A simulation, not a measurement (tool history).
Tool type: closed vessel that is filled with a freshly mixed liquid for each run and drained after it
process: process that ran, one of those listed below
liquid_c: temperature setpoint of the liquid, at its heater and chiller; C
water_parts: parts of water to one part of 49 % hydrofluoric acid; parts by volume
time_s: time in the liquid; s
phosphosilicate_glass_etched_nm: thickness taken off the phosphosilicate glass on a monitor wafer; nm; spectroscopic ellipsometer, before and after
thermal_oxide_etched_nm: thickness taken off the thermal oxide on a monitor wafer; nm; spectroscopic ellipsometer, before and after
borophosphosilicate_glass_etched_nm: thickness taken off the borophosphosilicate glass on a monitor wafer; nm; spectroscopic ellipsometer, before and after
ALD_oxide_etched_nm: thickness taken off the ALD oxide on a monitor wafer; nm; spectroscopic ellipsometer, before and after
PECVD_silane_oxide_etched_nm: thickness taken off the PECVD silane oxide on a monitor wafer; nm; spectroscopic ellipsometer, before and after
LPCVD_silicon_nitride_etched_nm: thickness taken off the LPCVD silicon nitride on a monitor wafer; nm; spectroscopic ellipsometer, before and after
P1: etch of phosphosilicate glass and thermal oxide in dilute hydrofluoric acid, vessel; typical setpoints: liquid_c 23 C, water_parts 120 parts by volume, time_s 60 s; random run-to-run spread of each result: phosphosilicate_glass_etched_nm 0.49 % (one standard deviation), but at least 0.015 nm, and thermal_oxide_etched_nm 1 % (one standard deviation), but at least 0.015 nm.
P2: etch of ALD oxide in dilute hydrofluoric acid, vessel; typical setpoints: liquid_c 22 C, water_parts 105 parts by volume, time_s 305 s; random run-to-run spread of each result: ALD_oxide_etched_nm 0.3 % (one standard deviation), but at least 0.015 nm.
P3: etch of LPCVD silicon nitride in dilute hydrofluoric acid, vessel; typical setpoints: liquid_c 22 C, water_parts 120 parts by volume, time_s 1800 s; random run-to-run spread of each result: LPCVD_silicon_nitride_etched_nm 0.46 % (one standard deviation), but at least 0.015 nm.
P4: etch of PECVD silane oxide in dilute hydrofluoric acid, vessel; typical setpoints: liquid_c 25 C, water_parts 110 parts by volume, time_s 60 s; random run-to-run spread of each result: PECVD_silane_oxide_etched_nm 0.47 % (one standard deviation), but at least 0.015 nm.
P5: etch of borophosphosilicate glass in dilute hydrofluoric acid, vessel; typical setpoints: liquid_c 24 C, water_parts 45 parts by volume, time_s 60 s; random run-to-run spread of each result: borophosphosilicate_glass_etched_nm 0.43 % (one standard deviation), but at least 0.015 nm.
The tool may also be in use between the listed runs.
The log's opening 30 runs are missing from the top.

run,day,process,liquid_c,water_parts,time_s,hours since the thermometer was replaced,hours since the hydrofluoric acid flow meter was replaced,phosphosilicate_glass_etched_nm,thermal_oxide_etched_nm,borophosphosilicate_glass_etched_nm,ALD_oxide_etched_nm,PECVD_silane_oxide_etched_nm,LPCVD_silicon_nitride_etched_nm
31,17,P5,24,45,95,1500.2,777.9,,,95.094,,,
32,17.458,P1,23,120,60,1511.2,788.9,43.396,2.3687,,,,
33,18.133,P1,23,120,60,1527.4,805.1,44.677,2.3161,,,,
34,18.567,P1,23,120,60,1537.8,815.5,45.406,2.4093,,,,
35,18.933,P1,23,120,60,1546.6,824.3,45.734,2.4656,,,,
36,19.3,P1,23,120,60,1555.4,833.1,46.575,2.4468,,,,
37,19.712,P1,23,120,60,1565.3,843,46.241,2.4235,,,,
38,20.35,P1,23,120,60,1580.6,858.3,46.168,2.4322,,,,
39,21.025,P1,23,120,60,1596.8,874.5,46.539,2.3977,,,,

Run 40 comes next. What will it give?
40,21.408,P1,23,120,60,1606,883.7,?,?,,,,

phosphosilicate_glass_etched_nm: 46.532 nm
thermal_oxide_etched_nm: 2.4545 nm
